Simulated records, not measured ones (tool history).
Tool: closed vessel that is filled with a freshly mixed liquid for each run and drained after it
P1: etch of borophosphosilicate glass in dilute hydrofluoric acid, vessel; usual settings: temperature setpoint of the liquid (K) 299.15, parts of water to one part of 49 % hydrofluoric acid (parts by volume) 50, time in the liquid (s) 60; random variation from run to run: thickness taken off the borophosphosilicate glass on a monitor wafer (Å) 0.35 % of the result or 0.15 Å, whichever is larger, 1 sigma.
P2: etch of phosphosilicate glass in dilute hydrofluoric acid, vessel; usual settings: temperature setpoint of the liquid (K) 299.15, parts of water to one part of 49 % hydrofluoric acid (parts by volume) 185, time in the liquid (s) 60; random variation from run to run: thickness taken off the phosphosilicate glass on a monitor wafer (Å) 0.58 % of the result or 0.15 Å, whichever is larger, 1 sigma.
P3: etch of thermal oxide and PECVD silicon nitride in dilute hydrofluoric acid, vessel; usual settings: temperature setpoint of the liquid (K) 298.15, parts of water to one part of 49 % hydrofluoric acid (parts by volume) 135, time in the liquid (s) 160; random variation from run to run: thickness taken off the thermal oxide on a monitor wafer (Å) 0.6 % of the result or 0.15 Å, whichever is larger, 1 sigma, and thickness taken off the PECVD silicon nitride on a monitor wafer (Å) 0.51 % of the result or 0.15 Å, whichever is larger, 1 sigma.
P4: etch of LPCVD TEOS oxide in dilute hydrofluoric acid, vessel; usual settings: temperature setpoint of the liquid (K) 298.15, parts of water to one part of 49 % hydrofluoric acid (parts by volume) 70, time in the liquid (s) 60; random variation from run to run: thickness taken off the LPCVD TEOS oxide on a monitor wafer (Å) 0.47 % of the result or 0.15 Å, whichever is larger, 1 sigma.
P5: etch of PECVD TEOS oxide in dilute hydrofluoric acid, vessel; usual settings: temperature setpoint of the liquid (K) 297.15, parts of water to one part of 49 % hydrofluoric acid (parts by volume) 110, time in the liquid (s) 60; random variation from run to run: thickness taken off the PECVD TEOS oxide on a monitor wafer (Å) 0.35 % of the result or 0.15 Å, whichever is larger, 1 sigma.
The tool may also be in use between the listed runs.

| run | hour | process that ran | temperature setpoint of the liquid (K) | parts of water to one part of 49 % hydrofluoric acid (parts by volume) | time in the liquid (s) | hours since the thermometer was replaced | hours since the hydrofluoric acid flow meter was replaced | thickness taken off the borophosphosilicate glass on a monitor wafer (Å) | thickness taken off the LPCVD TEOS oxide on a monitor wafer (Å) | thickness taken off the phosphosilicate glass on a monitor wafer (Å) | thickness taken off the PECVD TEOS oxide on a monitor wafer (Å) | thickness taken off the thermal oxide on a monitor wafer (Å) | thickness taken off the PECVD silicon nitride on a monitor wafer (Å) |
|---|---|---|---|---|---|---|---|---|---|---|---|---|---|
| 1 | 7.2 | P1 | 299.15 | 50 | 60 | 198.8 | 320.0 | 554.29 |  |  |  |  |  |
| 2 | 11.2 | P4 | 298.15 | 120 | 60 | 202.8 | 324.0 |  | 188.38 |  |  |  |  |
| 3 | 16.5 | P1 | 299.15 | 50 | 30 | 208.1 | 329.3 | 278.22 |  |  |  |  |  |
| 4 | 21.2 | P1 | 299.15 | 50 | 60 | 212.8 | 334.0 | 553.47 |  |  |  |  |  |
| 5 | 28.5 | P1 | 306.65 | 50 | 60 | 220.1 | 341.3 | 749.93 |  |  |  |  |  |
|  | 30.5 | hydrofluoric acid flow meter replaced |
| 6 | 35.2 | P1 | 299.15 | 50 | 60 | 226.8 | 4.8 | 558.28 |  |  |  |  |  |
| 7 | 41.7 | P2 | 299.15 | 185 | 60 | 233.3 | 11.3 |  |  | 629.10 |  |  |  |
| 8 | 47.3 | P1 | 299.15 | 50 | 60 | 238.9 | 16.9 | 558.61 |  |  |  |  |  |
| 9 | 53.3 | P5 | 297.15 | 20 | 60 | 244.9 | 22.9 |  |  |  | 517.120 |  |  |
| 10 | 57.1 | P1 | 299.15 | 90 | 60 | 248.7 | 26.7 | 290.88 |  |  |  |  |  |
| 11 | 60.6 | P3 | 306.15 | 135 | 160 | 252.2 | 30.2 |  |  |  |  | 76.445 | 83.747 |
| 12 | 64.3 | P1 | 294.15 | 50 | 60 | 255.9 | 33.9 | 449.83 |  |  |  |  |  |
| 13 | 67.9 | P2 | 291.15 | 185 | 60 | 259.5 | 37.5 |  |  | 461.75 |  |  |  |
| 14 | 72.0 | P5 | 297.15 | 110 | 105 | 263.6 | 41.6 |  |  |  | 145.980 |  |  |
| 15 | 79.4 | P1 | 299.15 | 50 | 110 | 271.0 | 49.0 | 1019.40 |  |  |  |  |  |
| 16 | 84.2 | P1 | 299.15 | 50 | 60 | 275.8 | 53.8 | 556.55 |  |  |  |  |  |
| 17 | 90.1 | P3 | 298.15 | 135 | 160 | 281.7 | 59.7 |  |  |  |  | 57.160 | 50.752 |
| 18 | 95.0 | P3 | 298.15 | 135 | 315 | 286.6 | 64.6 |  |  |  |  | 113.220 | 100.000 |
| 19 | 102.1 | P5 | 297.15 | 110 | 60 | 293.7 | 71.7 |  |  |  | 83.160 |  |  |
| 20 | 108.7 | P2 | 299.15 | 185 | 30 | 300.3 | 78.3 |  |  | 312.56 |  |  |  |
| 21 | 115.4 | P4 | 298.15 | 70 | 60 | 307.0 | 85.0 |  | 341.03 |  |  |  |  |
| 22 | 119.7 | P5 | 301.15 | 110 | 60 | 311.3 | 89.3 |  |  |  | 97.169 |  |  |
| 23 | 125.9 | P1 | 299.15 | 80 | 30 | 317.5 | 95.5 | 166.38 |  |  |  |  |  |
| 24 | 131.1 | P2 | 299.15 | 65 | 60 | 322.7 | 100.7 |  |  | 2068.50 |  |  |  |
| 25 | 136.1 | P3 | 298.15 | 235 | 160 | 327.7 | 105.7 |  |  |  |  | 29.349 | 29.292 |
| 26 | 141.8 | P4 | 298.15 | 70 | 60 | 333.4 | 111.4 |  | 344.37 |  |  |  |  |
| 27 | 148.1 | P1 | 299.15 | 50 | 60 | 339.7 | 117.7 | 556.27 |  |  |  |  |  |
| 28 | 152.6 | P4 | 298.15 | 70 | 30 | 344.2 | 122.2 |  | 172.57 |  |  |  |  |
| 29 | 158.4 | P3 | 298.15 | 135 | 160 | 350.0 | 128.0 |  |  |  |  | 57.145 | 50.511 |
| 30 | 163.5 | P1 | 299.15 | 30 | 60 | 355.1 | 133.1 | 951.58 |  |  |  |  |  |

The next listed run, before its measurement:
| 31 | 168.1 | P2 | 299.15 | 185 | 60 | 359.7 | 137.7 |  |  | ? |  |  |  |

thickness taken off the phosphosilicate glass on a monitor wafer (Å): 621.16
